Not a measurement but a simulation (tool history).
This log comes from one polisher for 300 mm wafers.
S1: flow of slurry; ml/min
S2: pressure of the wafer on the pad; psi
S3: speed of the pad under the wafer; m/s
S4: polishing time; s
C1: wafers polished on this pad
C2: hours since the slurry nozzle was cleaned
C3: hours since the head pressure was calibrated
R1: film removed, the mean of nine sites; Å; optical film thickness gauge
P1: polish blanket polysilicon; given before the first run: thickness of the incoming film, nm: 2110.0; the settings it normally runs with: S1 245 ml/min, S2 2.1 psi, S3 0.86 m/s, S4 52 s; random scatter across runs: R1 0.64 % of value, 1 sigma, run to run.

{"run": 1, "hour": 12.3, "S1": 245, "S2": 2.1, "S3": 0.86, "S4": 52, "C1": 165, "C2": 94.4, "C3": 542.0, "R1": 2394.3}
{"run": 2, "hour": 26.0, "S1": 245, "S2": 2.1, "S3": 0.86, "S4": 52, "C1": 266, "C2": 108.1, "C3": 555.7, "R1": 2382.2}
{"run": 3, "hour": 40.9, "S1": 245, "S2": 2.1, "S3": 0.86, "S4": 80, "C1": 376, "C2": 123.0, "C3": 570.6, "R1": 3646.7}
{"run": 4, "hour": 52.9, "S1": 245, "S2": 2.1, "S3": 0.86, "S4": 52, "C1": 465, "C2": 135.0, "C3": 582.6, "R1": 2402.2}
{"run": 5, "hour": 60.9, "S1": 370, "S2": 2.1, "S3": 0.86, "S4": 52, "C1": 524, "C2": 143.0, "C3": 590.6, "R1": 2452.3}
{"run": 6, "hour": 73.6, "S1": 245, "S2": 2.7, "S3": 1.1, "S4": 52, "C1": 618, "C2": 155.7, "C3": 603.3, "R1": 3883.4}
{"run": 7, "hour": 83.9, "S1": 245, "S2": 2.1, "S3": 0.86, "S4": 39, "C1": 694, "C2": 166.0, "C3": 613.6, "R1": 1781.9}
{"run": 8, "hour": 91.4, "S1": 245, "S2": 2.1, "S3": 0.38, "S4": 52, "C1": 749, "C2": 173.5, "C3": 621.1, "R1": 1051.9}
{"run": 9, "hour": 104.0, "S1": 245, "S2": 3.2, "S3": 0.86, "S4": 52, "C1": 842, "C2": 186.1, "C3": 633.7, "R1": 3673.0}
{"run": 10, "hour": 119.3, "S1": 145, "S2": 2.1, "S3": 0.86, "S4": 52, "C1": 955, "C2": 201.4, "C3": 649.0, "R1": 2230.0}
{"run": 11, "hour": 132.5, "S1": 245, "S2": 2.1, "S3": 0.86, "S4": 52, "C1": 1053, "C2": 214.6, "C3": 662.2, "R1": 2358.5}
{"run": 12, "hour": 148.1, "S1": 245, "S2": 0.9, "S3": 0.86, "S4": 52, "C1": 1168, "C2": 230.2, "C3": 677.8, "R1": 1008.8}
{"run": 13, "hour": 160.9, "S1": 245, "S2": 2.1, "S3": 1.36, "S4": 52, "C1": 1262, "C2": 243.0, "C3": 690.6, "R1": 3731.1}
{"run": 14, "hour": 168.5, "S1": 245, "S2": 2.1, "S3": 0.86, "S4": 52, "C1": 1318, "C2": 250.6, "C3": 698.2, "R1": 2385.6}
{"run": 15, "hour": 175.9, "S1": 245, "S2": 2.1, "S3": 0.86, "S4": 52, "C1": 1373, "C2": 258.0, "C3": 705.6, "R1": 2386.7}
{"run": 16, "hour": 190.9, "S1": 245, "S2": 2.1, "S3": 0.86, "S4": 52, "C1": 1484, "C2": 273.0, "C3": 720.6, "R1": 2322.0}
{"run": 17, "hour": 206.7, "S1": 245, "S2": 2.1, "S3": 0.86, "S4": 52, "C1": 1600, "C2": 288.8, "C3": 736.4, "R1": 2296.1}
{"hour": 214.0, "done": "worn pad replaced by a new one"}
{"run": 18, "hour": 218.2, "S1": 245, "S2": 2.1, "S3": 0.86, "S4": 52, "C1": 31, "C2": 300.3, "C3": 747.9, "R1": 2280.8}
{"run": 19, "hour": 230.9, "S1": 245, "S2": 2.1, "S3": 0.86, "S4": 52, "C1": 125, "C2": 313.0, "C3": 760.6, "R1": 2291.0}
{"run": 20, "hour": 241.2, "S1": 245, "S2": 2.1, "S3": 0.86, "S4": 52, "C1": 201, "C2": 323.3, "C3": 770.9, "R1": 2256.9}
{"run": 21, "hour": 251.4, "S1": 245, "S2": 2.1, "S3": 0.86, "S4": 52, "C1": 276, "C2": 333.5, "C3": 781.1, "R1": 2278.4}
{"run": 22, "hour": 263.6, "S1": 245, "S2": 2.1, "S3": 0.86, "S4": 52, "C1": 366, "C2": 345.7, "C3": 793.3, "R1": 2269.7}
{"run": 23, "hour": 279.0, "S1": 245, "S2": 2.1, "S3": 0.86, "S4": 52, "C1": 480, "C2": 361.1, "C3": 808.7, "R1": 2282.9}

P1 has crept away from where it was. The log is fitted equally well by each of these 2 causes, at the sizes shown:
A: slurry flow missing at the pad, % = 30
B: head's pressure below its setpoint, % = 4.51
At approximately hour 175.9, the process output began to creep.
The rest of the possible causes, and what rules out each one:
removal rate lost through wear of the pad, %: serviced at hour 214.0, after the drift had started, without restoring the earlier output

The list below offers 4 check runs, each averaging the results of 3 wafers, and shows each result as a question mark. For which of them would the listed causes give clearly different results?
{"run": "check 1", "hour": 294.4, "S1": 245, "S2": 3.1, "S3": 0.86, "S4": 80, "R1": "?"}
{"run": "check 2", "hour": 294.4, "S1": 245, "S2": 1.1, "S3": 1.34, "S4": 52, "R1": "?"}
{"run": "check 3", "hour": 294.4, "S1": 245, "S2": 2.1, "S3": 1.28, "S4": 52, "R1": "?"}
{"run": "check 4", "hour": 294.4, "S1": 145, "S2": 2.1, "S3": 1.14, "S4": 52, "R1": "?"}

Expected result of each check under each candidate cause:
check=check_1 result=R1 if_A=5148.0 if_B=5147.8
check=check_2 result=R1 if_A=1850.1 if_B=1850.0
check=check_3 result=R1 if_A=3373.8 if_B=3373.7
check=check_4 result=R1 if_A=2712.1 if_B=2791.1
Minimum pairwise separation of causes per check, each pair taken at its best-separating result: check 1 0 %; check 2 0 %; check 3 0 %; check 4 2.87 %
Of the check runs offered, only check 4 discriminates between the causes; the rest would read about the same regardless of which cause applies.

Then check 4 was run and gave: R1 2715.7 Å. Which cause is it?

Of the candidate causes, it is A: slurry flow missing at the pad, %.
